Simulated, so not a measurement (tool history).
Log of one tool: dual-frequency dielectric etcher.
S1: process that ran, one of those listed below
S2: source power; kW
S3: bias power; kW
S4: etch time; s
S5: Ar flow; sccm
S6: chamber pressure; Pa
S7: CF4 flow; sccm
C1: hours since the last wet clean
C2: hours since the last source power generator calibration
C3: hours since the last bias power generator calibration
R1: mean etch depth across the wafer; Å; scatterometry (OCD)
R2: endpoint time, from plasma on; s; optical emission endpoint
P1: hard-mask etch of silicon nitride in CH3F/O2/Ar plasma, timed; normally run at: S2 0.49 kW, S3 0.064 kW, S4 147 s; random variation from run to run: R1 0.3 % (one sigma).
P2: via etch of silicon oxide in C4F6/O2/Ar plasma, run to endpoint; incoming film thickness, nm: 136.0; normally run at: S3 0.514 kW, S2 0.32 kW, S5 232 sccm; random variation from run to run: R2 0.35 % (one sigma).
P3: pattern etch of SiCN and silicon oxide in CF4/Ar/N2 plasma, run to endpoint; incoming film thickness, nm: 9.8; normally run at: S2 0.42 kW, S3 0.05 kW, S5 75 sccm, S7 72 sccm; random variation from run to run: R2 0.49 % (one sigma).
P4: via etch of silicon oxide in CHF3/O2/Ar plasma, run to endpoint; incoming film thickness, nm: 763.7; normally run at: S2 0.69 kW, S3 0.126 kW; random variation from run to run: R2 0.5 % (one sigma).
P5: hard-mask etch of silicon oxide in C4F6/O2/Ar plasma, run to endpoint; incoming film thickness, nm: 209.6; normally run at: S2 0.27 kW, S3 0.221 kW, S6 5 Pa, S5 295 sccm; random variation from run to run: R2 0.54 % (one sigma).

run,hour,S1,S2,S3,S4,S5,S6,S7,C1,C2,C3,R1,R2
1,17.5,P1,0.49,0.064,147,,,,108.1,379,3174.1,1063.5,
2,36,P2,0.32,0.514,,232,,,126.6,397.5,3192.6,,30.964
3,50.6,P5,0.27,0.163,,295,5,,141.2,412.1,3207.2,,81.858
4,64.1,P5,0.27,0.221,,295,6.73,,154.7,425.6,3220.7,,76.138
5,81.3,P1,0.49,0.064,147,,,,171.9,442.8,3237.9,1067.8,
6,91.3,P3,0.42,0.05,,103,,72,181.9,452.8,3247.9,,13.575
7,101.2,P5,0.27,0.221,,295,5,,191.8,462.7,3257.8,,73.762
8,113.5,P4,0.69,0.126,,,,,204.1,475,3270.1,,407.64
9,125.2,P1,0.49,0.064,147,,,,215.8,486.7,3281.8,1060.1,
10,139.7,P2,0.32,0.514,,135,,,230.3,501.2,3296.3,,29.056
11,153.1,P1,0.34,0.064,147,,,,243.7,514.6,3309.7,922.3,
12,170.6,P2,0.32,0.663,,232,,,261.2,532.1,3327.2,,27.847
13,183.5,P1,0.67,0.053,147,,,,274.1,545,3340.1,1130.3,
14,195.3,P2,0.23,0.514,,232,,,285.9,556.8,3351.9,,34.64
15,212.5,P1,0.49,0.064,109,,,,303.1,574,3369.1,789.3,
16,230,P2,0.32,0.514,,232,,,320.6,591.5,3386.6,,30.913
17,243.5,P5,0.19,0.221,,295,5,,334.1,605,3400.1,,84.271
18,258.5,P1,0.59,0.064,89.5,,,,349.1,620,3415.1,696.89,
19,267.6,P4,0.69,0.085,,,,,358.2,629.1,3424.2,,458.08
20,277.9,P5,0.27,0.221,,211,5,,368.5,639.4,3434.5,,70.954
21,294.9,P1,0.49,0.083,147,,,,385.5,656.4,3451.5,1163.1,
22,311.4,P1,0.49,0.038,147,,,,402,672.9,3468,905.13,
23,320.1,P1,0.62,0.064,147,,,,410.7,681.6,3476.7,1161.2,
24,329.7,P3,0.42,0.05,,75,,98,420.3,691.2,3486.3,,12.387
25,344.2,P1,0.49,0.064,147,,,,434.8,705.7,3500.8,1062,
26,357.4,P3,0.42,0.05,,75,,72,448,718.9,3514,,13.05
27,368.6,P1,0.49,0.064,147,,,,459.2,730.1,3525.2,1065.1,
28,378.8,P1,0.61,0.053,147,,,,469.4,740.3,3535.4,1086.7,
29,393.4,P3,0.42,0.067,,75,,72,484,754.9,3550,,11.848
30,407.9,P4,0.42,0.126,,,,,498.5,769.4,3564.5,,493.44
31,418.8,P5,0.27,0.221,,295,5,,509.4,780.3,3575.4,,74.392
32,429.8,P1,0.49,0.064,199,,,,520.4,791.3,3586.4,1439.7,
33,447.4,P3,0.27,0.05,,75,,72,538,808.9,3604,,19.318
34,459.5,P3,0.42,0.05,,75,,72,550.1,821,3616.1,,13.001
35,471.8,P4,0.69,0.126,,,,,562.4,833.3,3628.4,,404.98
36,486.9,P1,0.49,0.064,147,,,,577.5,848.4,3643.5,1059.2,
37,505.3,P1,0.49,0.064,147,,,,595.9,866.8,3661.9,1053.6,
38,520,P1,0.49,0.064,147,,,,610.6,881.5,3676.6,1053,
39,533.2,P1,0.49,0.064,147,,,,623.8,894.7,3689.8,1047.6,
# hour 548.1: wet clean of the chamber
40,551.6,P1,0.49,0.064,147,,,,3.6,913.1,3708.2,1047.1,
41,568.5,P1,0.49,0.064,147,,,,20.5,930,3725.1,1044.6,
42,587.6,P1,0.49,0.064,147,,,,39.6,949.1,3744.2,1045.9,
43,597.3,P1,0.49,0.064,147,,,,49.3,958.8,3753.9,1048.4,
44,614.3,P1,0.49,0.064,147,,,,66.3,975.8,3770.9,1049.8,
45,625.5,P1,0.49,0.064,147,,,,77.5,987,3782.1,1050.6,

What P1 gives has crept away from where it was. These 2 causes fit the log equally well, each at the size given:
A: source power that arrives under what is set, % = 4.08
B: bias power that arrives under what is set, % = 4.78
The creep began at about hour 486.9.
Why every other cause is out:
chamber walls in a state that lowers the etch rate, %: serviced at hour 548.1, which brought nothing back

4 check runs are offered, each on 3 wafers whose results are averaged, their results left as question marks. Which one tells the causes apart?
check 1,636.7,P3,0.42,0.05,,75,,72,,,,,?
check 2,636.7,P2,0.32,0.514,,232,,,,,,,?
check 3,636.7,P5,0.27,0.221,,295,5,,,,,,?
check 4,636.7,P4,0.69,0.126,,,,,,,,,?

What each check would give under each cause:
check,result,if A,if B
check 1,R2,13.454,13.149
check 2,R2,31.292,31.393
check 3,R2,75.251,75.297
check 4,R2,415.22,414.66
How far apart the two closest causes lie, in the result that separates them most: check 1 2.29 %; check 2 0.32 %; check 3 0.06 %; check 4 0.14 %
Check 1 tells the causes apart: in the others they would give nearly the same result.

Check 1 was then run and gave: R2 13.091 s. Which cause is it?

It is B: bias power that arrives under what is set, %.
